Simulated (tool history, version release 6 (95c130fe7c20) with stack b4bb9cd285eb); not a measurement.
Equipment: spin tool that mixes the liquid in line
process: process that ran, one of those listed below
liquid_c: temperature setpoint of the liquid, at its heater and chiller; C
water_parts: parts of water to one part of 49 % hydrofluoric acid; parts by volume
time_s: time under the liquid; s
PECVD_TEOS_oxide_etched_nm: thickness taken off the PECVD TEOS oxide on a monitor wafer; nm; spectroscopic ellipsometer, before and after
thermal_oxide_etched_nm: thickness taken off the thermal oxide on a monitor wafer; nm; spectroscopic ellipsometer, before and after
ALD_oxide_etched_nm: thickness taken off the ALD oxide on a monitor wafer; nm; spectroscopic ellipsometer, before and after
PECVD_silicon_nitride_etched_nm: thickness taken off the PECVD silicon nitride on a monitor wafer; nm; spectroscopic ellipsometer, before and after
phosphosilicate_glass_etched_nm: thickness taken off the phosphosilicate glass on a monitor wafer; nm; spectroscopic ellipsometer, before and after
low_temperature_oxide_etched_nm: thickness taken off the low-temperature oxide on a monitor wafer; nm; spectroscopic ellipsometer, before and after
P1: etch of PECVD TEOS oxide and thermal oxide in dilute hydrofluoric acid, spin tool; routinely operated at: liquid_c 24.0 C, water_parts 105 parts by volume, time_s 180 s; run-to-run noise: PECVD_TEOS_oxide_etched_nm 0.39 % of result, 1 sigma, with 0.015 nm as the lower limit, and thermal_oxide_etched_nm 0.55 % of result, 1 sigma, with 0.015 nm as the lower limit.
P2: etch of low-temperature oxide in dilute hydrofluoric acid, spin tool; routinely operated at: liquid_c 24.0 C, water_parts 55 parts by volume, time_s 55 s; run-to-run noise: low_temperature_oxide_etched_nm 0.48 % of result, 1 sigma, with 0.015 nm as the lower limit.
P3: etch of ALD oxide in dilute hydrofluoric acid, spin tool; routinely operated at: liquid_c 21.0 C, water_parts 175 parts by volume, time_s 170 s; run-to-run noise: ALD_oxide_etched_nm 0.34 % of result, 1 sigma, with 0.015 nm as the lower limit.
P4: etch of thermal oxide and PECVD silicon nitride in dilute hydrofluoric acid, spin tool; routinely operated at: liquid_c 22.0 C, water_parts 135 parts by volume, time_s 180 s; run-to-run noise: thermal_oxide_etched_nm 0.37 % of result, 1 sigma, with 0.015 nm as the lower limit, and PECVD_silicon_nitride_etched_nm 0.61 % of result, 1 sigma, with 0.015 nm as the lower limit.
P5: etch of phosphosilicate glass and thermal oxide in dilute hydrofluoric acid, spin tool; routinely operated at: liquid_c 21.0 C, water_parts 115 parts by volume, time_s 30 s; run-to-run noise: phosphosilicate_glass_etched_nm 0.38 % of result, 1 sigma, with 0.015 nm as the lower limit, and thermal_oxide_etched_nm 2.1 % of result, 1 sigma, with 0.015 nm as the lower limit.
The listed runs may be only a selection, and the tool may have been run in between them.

run	hour	process	liquid_c	water_parts	time_s	PECVD_TEOS_oxide_etched_nm	thermal_oxide_etched_nm	ALD_oxide_etched_nm	PECVD_silicon_nitride_etched_nm	phosphosilicate_glass_etched_nm	low_temperature_oxide_etched_nm
1	7.2	P1	24.0	105	180	24.7110	7.63720				
2	13.6	P3	24.5	175	170			17.636			
3	18.5	P3	21.0	175	170			15.465			
4	25.2	P1	24.0	30	180	94.1560	29.77300				
5	31.2	P1	27.5	105	180	28.0810	8.73360				
6	40.6	P1	24.0	155	265	23.1770	7.25510				
7	50.0	P4	22.0	135	15		0.48459		0.29689		
8	60.4	P5	21.0	215	30		0.54202			21.893	
9	68.9	P1	24.0	105	180	24.6320	7.78790				
10	77.3	P1	24.0	105	180	24.5710	7.69120				
11	87.7	P3	21.0	175	255			23.065			
12	93.0	P4	22.0	135	180		5.57820		3.54680		
13	98.2	P1	24.0	105	180	24.5350	7.65260				
# hour 98.8: thermometer replaced
14	106.3	P1	24.0	180	180	13.0530	4.11270				
15	115.8	P1	24.0	105	15	2.0485	0.64568				
16	120.6	P2	30.0	55	55						49.092
17	131.1	P2	24.0	55	55						38.179
18	138.5	P1	17.0	105	180	18.5140	5.76590				
19	144.2	P5	21.0	115	15		0.51048			22.836	
20	153.3	P3	21.0	85	170			34.854			
21	162.6	P5	21.0	115	30		1.02400			45.504	
22	168.3	P1	24.0	105	180	24.6450	7.74490				
23	174.4	P1	24.0	105	180	24.5450	7.60730				
24	180.4	P4	22.0	30	180		28.15300		15.77100		
25	187.5	P1	24.0	105	265	36.4070	11.33300				
26	197.4	P2	24.0	20	55						110.610
27	205.8	P5	21.0	115	30		1.07890			45.621	
28	212.1	P5	27.0	115	30		1.28730			57.669	
29	220.4	P4	17.0	135	180		4.52390		2.49590		
30	226.2	P1	30.0	105	90	15.4070	4.79920				
31	235.3	P3	21.0	175	170			15.357			
32	245.7	P2	24.0	55	15						10.495
33	251.6	P1	24.0	105	180	24.6850	7.77690				
34	261.5	P1	24.0	105	180	23.7650	7.44560				
35	269.7	P1	24.0	105	180	23.3910	7.25450				
36	279.1	P1	24.0	105	180	23.0870	7.29890				
37	284.3	P1	24.0	105	180	22.8620	7.15510				
38	295.0	P1	24.0	105	180	22.5420	7.14890				
39	302.3	P1	24.0	105	180	22.6360	6.96110				
40	308.4	P1	24.0	105	180	22.5210	6.98980				
41	313.4	P1	24.0	105	180	22.6590	7.10100				
42	324.0	P1	24.0	105	180	22.6290	7.06740				
43	333.5	P1	24.0	105	180	22.5820	7.05770				
44	341.1	P1	24.0	105	180	22.3840	7.02370				

What P1 gives has crept off from where it sat before. The 2 causes that follow fit the log equally well, each at the size noted:
A: hydrofluoric acid flow below the setpoint (%) = 7.89
B: liquid colder than its thermometer reads (K) = 2.34
The process output started creeping at around hour 251.6.

Of the 4 check runs listed below, each run on one wafer and each result written as a question mark, which would let you distinguish the listed causes because they would give clearly different results?
check 1	348.7	P5	21.0	190	30		?			?	
check 2	348.7	P4	17.0	55	180		?		?		
check 3	348.7	P2	28.0	40	55						?
check 4	348.7	P3	21.0	110	170			?			

What each check would give under each cause:
check	result	if A	if B
check 1	thermal_oxide_etched_nm	0.51958	0.52351
check 1	phosphosilicate_glass_etched_nm	23.043	23.217
check 2	thermal_oxide_etched_nm	11.11100	10.94600
check 2	PECVD_silicon_nitride_etched_nm	5.61910	5.14680
check 3	low_temperature_oxide_etched_nm	58.248	57.803
check 4	ALD_oxide_etched_nm	23.958	23.887
Minimum pairwise separation of causes per check, each pair taken at its best-separating result: check 1 0.75 %; check 2 8.78 %; check 3 0.77 %; check 4 0.29 %
The causes can be told apart only by check 2. The other checks would give nearly the same results under each of them.

Running check 2 produced the following: thermal_oxide_etched_nm 11.11800 nm; PECVD_silicon_nitride_etched_nm 5.62820 nm. Which one of the listed causes fits?

It is A: hydrofluoric acid flow below the setpoint (%).
